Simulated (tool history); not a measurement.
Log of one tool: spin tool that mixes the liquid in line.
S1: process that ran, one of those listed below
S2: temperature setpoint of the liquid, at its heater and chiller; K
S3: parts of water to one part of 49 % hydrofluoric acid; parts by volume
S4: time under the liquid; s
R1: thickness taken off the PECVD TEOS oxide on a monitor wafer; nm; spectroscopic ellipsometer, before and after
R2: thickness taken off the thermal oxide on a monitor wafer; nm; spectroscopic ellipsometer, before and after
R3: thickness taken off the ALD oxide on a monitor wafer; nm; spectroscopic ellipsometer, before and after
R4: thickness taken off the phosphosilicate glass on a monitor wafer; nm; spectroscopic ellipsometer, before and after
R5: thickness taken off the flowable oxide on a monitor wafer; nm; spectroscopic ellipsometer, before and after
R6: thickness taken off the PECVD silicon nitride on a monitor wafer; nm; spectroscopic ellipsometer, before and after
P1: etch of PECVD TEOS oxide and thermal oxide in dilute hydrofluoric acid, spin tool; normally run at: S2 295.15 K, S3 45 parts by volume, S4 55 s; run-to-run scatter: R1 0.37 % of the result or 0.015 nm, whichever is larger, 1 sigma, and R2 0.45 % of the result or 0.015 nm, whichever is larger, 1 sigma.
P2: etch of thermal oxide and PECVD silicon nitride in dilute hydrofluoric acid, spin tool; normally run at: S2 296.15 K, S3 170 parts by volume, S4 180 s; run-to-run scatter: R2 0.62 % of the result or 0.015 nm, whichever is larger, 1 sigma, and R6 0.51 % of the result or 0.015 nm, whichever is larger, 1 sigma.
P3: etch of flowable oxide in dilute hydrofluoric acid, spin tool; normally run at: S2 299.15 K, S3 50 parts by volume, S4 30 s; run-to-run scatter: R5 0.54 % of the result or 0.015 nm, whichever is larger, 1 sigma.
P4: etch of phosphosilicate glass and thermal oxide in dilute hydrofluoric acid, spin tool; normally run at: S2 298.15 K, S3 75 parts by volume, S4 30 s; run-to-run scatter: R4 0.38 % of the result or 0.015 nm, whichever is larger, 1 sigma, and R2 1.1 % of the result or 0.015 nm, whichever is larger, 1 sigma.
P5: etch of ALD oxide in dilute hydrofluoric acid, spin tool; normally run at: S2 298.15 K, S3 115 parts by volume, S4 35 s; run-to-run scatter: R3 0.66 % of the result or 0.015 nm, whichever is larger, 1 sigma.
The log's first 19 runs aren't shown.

run     day  S1      S2   S3   S4       R1      R2      R3       R4      R5      R6
 20   8.300  P1  295.15   45   55  31.5710  5.4968
 21   8.583  P1  295.15   75   55  18.0440  3.1906
 22   9.138  P1  302.65   45   55  42.8360  7.5572
 23   9.454  P1  295.15   45   90  51.1740  9.0429
 24   9.879  P2  296.15  170   80           1.9343                           1.9211
 25  10.438  P1  290.15   45   55  25.2950  4.4158
 26  10.912  P4  298.15   25   30           6.8538          272.940
 27  11.221  P1  295.15   45   15   8.5375  1.4861
 28  11.538  P5  290.15  115   35                   3.0652
 29  11.854  P3  293.65   50   30                                    17.948
 30  12.246  P2  296.15  300  180           2.1712                           2.4137

Run 31 comes next. What will it give?
 31  12.746  P1  295.15  45  55   ?   ?

R1: 31.4720 nm
R2: 5.5097 nm
